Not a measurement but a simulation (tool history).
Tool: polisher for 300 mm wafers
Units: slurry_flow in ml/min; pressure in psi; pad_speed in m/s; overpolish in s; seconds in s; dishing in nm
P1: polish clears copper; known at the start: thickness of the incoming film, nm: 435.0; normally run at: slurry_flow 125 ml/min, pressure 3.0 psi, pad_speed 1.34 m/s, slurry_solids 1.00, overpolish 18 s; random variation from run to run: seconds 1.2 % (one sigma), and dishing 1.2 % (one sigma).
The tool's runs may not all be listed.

run,hour,slurry_flow,pressure,pad_speed,slurry_solids,overpolish,seconds,dishing
1,13.3,125,3.0,1.34,1.00,18,126.800,42.922
2,22.0,125,3.0,0.66,1.00,18,252.540,23.065
3,34.9,125,3.0,1.34,0.50,18,140.430,38.650
4,43.0,125,3.0,1.34,1.00,18,122.580,43.543
5,57.8,125,3.0,1.34,1.00,18,124.730,43.404
6,67.5,75,3.0,0.74,1.00,18,253.710,22.478
7,79.7,125,3.0,1.34,1.00,18,122.700,43.214
8,88.2,125,3.0,1.34,1.00,31,122.740,68.048
9,97.6,125,2.4,2.06,1.00,18,102.460,50.625
10,108.9,125,3.0,1.34,1.35,18,116.410,45.148
11,122.9,75,3.0,1.34,1.00,18,142.000,37.997
# hour 127.7: slurry blender recalibrated
12,132.7,170,3.0,1.34,1.00,18,116.310,44.438
13,139.1,125,3.0,1.34,1.00,5,123.860,13.400
14,153.0,125,3.0,1.34,1.00,18,124.190,42.995
15,161.1,125,1.5,1.34,1.00,18,243.920,22.395
16,171.8,125,3.8,1.34,1.00,18,99.634,53.869

Forecast run 17:
17,182.1,125,3.0,2.08,1.00,18,?,?

{"run 17": {"seconds": 80.348, "dishing": 61.084}}
